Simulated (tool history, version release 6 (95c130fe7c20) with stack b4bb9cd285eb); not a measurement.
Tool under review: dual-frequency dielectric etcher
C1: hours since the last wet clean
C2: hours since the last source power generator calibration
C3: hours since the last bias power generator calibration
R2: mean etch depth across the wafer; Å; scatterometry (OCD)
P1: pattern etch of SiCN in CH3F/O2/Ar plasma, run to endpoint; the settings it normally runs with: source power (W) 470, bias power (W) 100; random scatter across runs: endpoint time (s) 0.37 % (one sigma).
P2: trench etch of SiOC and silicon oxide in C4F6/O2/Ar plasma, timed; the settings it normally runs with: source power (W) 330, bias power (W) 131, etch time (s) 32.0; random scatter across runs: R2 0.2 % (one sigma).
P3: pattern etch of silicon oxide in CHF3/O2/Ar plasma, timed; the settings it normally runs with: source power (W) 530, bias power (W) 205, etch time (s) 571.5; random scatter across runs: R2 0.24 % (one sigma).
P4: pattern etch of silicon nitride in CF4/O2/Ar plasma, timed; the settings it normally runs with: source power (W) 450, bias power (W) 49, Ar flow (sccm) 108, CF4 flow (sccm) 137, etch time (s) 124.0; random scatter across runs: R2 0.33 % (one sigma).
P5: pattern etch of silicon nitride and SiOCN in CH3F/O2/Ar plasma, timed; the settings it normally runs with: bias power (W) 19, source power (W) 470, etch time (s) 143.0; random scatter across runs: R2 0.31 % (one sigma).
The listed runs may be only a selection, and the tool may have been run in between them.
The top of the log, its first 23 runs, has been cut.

{"run": 24, "day": 3.304, "process that ran": "P1", "source power (W)": 630, "bias power (W)": 74, "C1": 223.1, "C2": 2597.7, "C3": 66.2, "endpoint time (s)": 21.069}
{"run": 25, "day": 3.483, "process that ran": "P3", "source power (W)": 530, "bias power (W)": 205, "etch time (s)": 820.5, "C1": 227.4, "C2": 2602.0, "C3": 70.5, "R2": 16336.0}
{"run": 26, "day": 3.617, "process that ran": "P4", "source power (W)": 450, "bias power (W)": 49, "etch time (s)": 124.0, "Ar flow (sccm)": 108, "CF4 flow (sccm)": 183, "C1": 230.6, "C2": 2605.2, "C3": 73.7, "R2": 2241.8}
{"run": 27, "day": 3.783, "process that ran": "P1", "source power (W)": 320, "bias power (W)": 100, "C1": 234.6, "C2": 2609.2, "C3": 77.7, "endpoint time (s)": 24.272}
{"run": 28, "day": 3.892, "process that ran": "P4", "source power (W)": 450, "bias power (W)": 49, "etch time (s)": 124.0, "Ar flow (sccm)": 108, "CF4 flow (sccm)": 137, "C1": 237.2, "C2": 2611.8, "C3": 80.3, "R2": 2169.6}
{"run": 29, "day": 4.008, "process that ran": "P5", "source power (W)": 470, "bias power (W)": 19, "etch time (s)": 143.0, "C1": 240.0, "C2": 2614.6, "C3": 83.1, "R2": 186.32}
{"run": 30, "day": 4.142, "process that ran": "P4", "source power (W)": 450, "bias power (W)": 69, "etch time (s)": 124.0, "Ar flow (sccm)": 108, "CF4 flow (sccm)": 137, "C1": 243.2, "C2": 2617.8, "C3": 86.3, "R2": 2466.3}
{"run": 31, "day": 4.308, "process that ran": "P4", "source power (W)": 450, "bias power (W)": 49, "etch time (s)": 124.0, "Ar flow (sccm)": 108, "CF4 flow (sccm)": 137, "C1": 247.2, "C2": 2621.8, "C3": 90.3, "R2": 2179.3}
{"run": 32, "day": 4.421, "process that ran": "P1", "source power (W)": 470, "bias power (W)": 100, "C1": 249.9, "C2": 2624.5, "C3": 93.0, "endpoint time (s)": 20.991}
{"run": 33, "day": 4.512, "process that ran": "P1", "source power (W)": 470, "bias power (W)": 100, "C1": 252.1, "C2": 2626.7, "C3": 95.2, "endpoint time (s)": 20.921}
{"run": 34, "day": 4.633, "process that ran": "P1", "source power (W)": 470, "bias power (W)": 100, "C1": 255.0, "C2": 2629.6, "C3": 98.1, "endpoint time (s)": 21.144}

Run 35 has not been measured yet. What should we expect?
{"run": 35, "day": 4.808, "process that ran": "P1", "source power (W)": 470, "bias power (W)": 100, "C1": 259.2, "C2": 2633.8, "C3": 102.3, "endpoint time (s)": "?"}

{"run 35": {"endpoint time (s)": 21.147}}
